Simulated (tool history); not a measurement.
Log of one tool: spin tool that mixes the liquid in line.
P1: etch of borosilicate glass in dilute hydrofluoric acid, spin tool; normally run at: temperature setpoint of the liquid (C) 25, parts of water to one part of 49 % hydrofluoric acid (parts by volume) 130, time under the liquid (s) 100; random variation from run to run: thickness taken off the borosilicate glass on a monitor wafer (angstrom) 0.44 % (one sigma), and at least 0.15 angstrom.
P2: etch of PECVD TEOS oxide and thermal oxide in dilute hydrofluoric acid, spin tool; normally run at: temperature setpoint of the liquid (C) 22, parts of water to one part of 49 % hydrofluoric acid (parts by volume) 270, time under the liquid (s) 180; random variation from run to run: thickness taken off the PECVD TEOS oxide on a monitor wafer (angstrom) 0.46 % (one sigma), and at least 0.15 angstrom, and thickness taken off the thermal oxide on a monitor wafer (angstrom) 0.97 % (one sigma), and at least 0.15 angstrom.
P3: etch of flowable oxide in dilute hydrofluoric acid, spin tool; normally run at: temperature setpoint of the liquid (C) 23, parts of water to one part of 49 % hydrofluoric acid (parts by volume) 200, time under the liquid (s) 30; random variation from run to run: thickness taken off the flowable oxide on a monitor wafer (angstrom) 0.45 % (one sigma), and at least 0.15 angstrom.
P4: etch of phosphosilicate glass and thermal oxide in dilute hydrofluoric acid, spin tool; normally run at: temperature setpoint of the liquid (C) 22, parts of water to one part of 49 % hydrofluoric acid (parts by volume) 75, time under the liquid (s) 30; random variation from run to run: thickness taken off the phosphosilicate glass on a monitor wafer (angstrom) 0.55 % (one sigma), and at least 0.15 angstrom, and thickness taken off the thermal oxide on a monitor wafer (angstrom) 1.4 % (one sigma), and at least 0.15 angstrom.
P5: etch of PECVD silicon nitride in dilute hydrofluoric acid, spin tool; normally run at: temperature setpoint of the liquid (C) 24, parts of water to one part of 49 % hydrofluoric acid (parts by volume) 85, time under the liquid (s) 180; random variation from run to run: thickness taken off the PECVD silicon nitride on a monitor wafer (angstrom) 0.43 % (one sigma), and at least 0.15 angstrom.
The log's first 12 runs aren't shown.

| run | day | process that ran | temperature setpoint of the liquid (C) | parts of water to one part of 49 % hydrofluoric acid (parts by volume) | time under the liquid (s) | hours since the thermometer was replaced | hours since the hydrofluoric acid flow meter was replaced | thickness taken off the borosilicate glass on a monitor wafer (angstrom) | thickness taken off the PECVD silicon nitride on a monitor wafer (angstrom) | thickness taken off the flowable oxide on a monitor wafer (angstrom) | thickness taken off the PECVD TEOS oxide on a monitor wafer (angstrom) | thickness taken off the thermal oxide on a monitor wafer (angstrom) | thickness taken off the phosphosilicate glass on a monitor wafer (angstrom) |
|---|---|---|---|---|---|---|---|---|---|---|---|---|---|
| 13 | 4.225 | P1 | 30 | 190 | 100 | 1634.3 | 422.9 | 201.89 |  |  |  |  |  |
| 14 | 4.471 | P1 | 25 | 130 | 100 | 1640.2 | 428.8 | 264.79 |  |  |  |  |  |
| 15 | 4.746 | P2 | 22 | 270 | 180 | 1646.8 | 435.4 |  |  |  | 51.769 | 23.133 |  |
| 16 | 4.971 | P4 | 22 | 20 | 30 | 1652.2 | 440.8 |  |  |  |  | 71.584 | 2843.7 |
| 17 | 5.342 | P1 | 32 | 130 | 100 | 1661.1 | 449.7 | 342.92 |  |  |  |  |  |
| 18 | 5.55 | P2 | 22 | 270 | 295 | 1666.1 | 454.7 |  |  |  | 84.756 | 37.282 |  |
| 19 | 5.9 | P3 | 23 | 70 | 30 | 1674.5 | 463.1 |  |  | 188.03 |  |  |  |
| 20 | 6.262 | P1 | 25 | 130 | 25 | 1683.2 | 471.8 | 66.338 |  |  |  |  |  |
| 21 | 6.579 | P1 | 25 | 130 | 100 | 1690.8 | 479.4 | 262.99 |  |  |  |  |  |
| 22 | 6.838 | P4 | 22 | 75 | 15 | 1697 | 485.6 |  |  |  |  | 8.8468 | 358.29 |
| 23 | 7.208 | P1 | 25 | 130 | 100 | 1705.9 | 494.5 | 262.11 |  |  |  |  |  |
| 24 | 7.408 | P4 | 17 | 75 | 30 | 1710.7 | 499.3 |  |  |  |  | 14.054 | 579.37 |
| 25 | 7.704 | P5 | 24 | 35 | 180 | 1717.8 | 506.4 |  | 160.46 |  |  |  |  |
| 26 | 7.967 | P1 | 25 | 130 | 185 | 1724.1 | 512.7 | 487.53 |  |  |  |  |  |
| 27 | 8.271 | P1 | 25 | 60 | 100 | 1731.4 | 520 | 626.51 |  |  |  |  |  |
| 28 | 8.592 | P1 | 25 | 130 | 100 | 1739.1 | 527.7 | 265.49 |  |  |  |  |  |
| 29 | 8.775 | P3 | 23 | 200 | 30 | 1743.5 | 532.1 |  |  | 56.715 |  |  |  |
| 30 | 9.112 | P5 | 24 | 85 | 285 | 1751.6 | 540.2 |  | 105.63 |  |  |  |  |
| 31 | 9.4 | P4 | 22 | 75 | 30 | 1758.5 | 547.1 |  |  |  |  | 18.284 | 707.11 |
| 32 | 9.642 | P1 | 25 | 130 | 100 | 1764.3 | 552.9 | 264.41 |  |  |  |  |  |
| 33 | 10.012 | P1 | 25 | 130 | 100 | 1773.2 | 561.8 | 255.69 |  |  |  |  |  |
| 34 | 10.208 | P1 | 25 | 130 | 100 | 1777.9 | 566.5 | 256.41 |  |  |  |  |  |
| 35 | 10.5 | P1 | 25 | 130 | 100 | 1784.9 | 573.5 | 253.45 |  |  |  |  |  |
| 36 | 10.854 | P1 | 25 | 130 | 100 | 1793.4 | 582 | 250.49 |  |  |  |  |  |

Run 37 comes next. What will it give?
| 37 | 11.071 | P1 | 25 | 130 | 100 | 1798.6 | 587.2 | ? |  |  |  |  |  |

Run 37 gave thickness taken off the borosilicate glass on a monitor wafer (angstrom) 249.27.
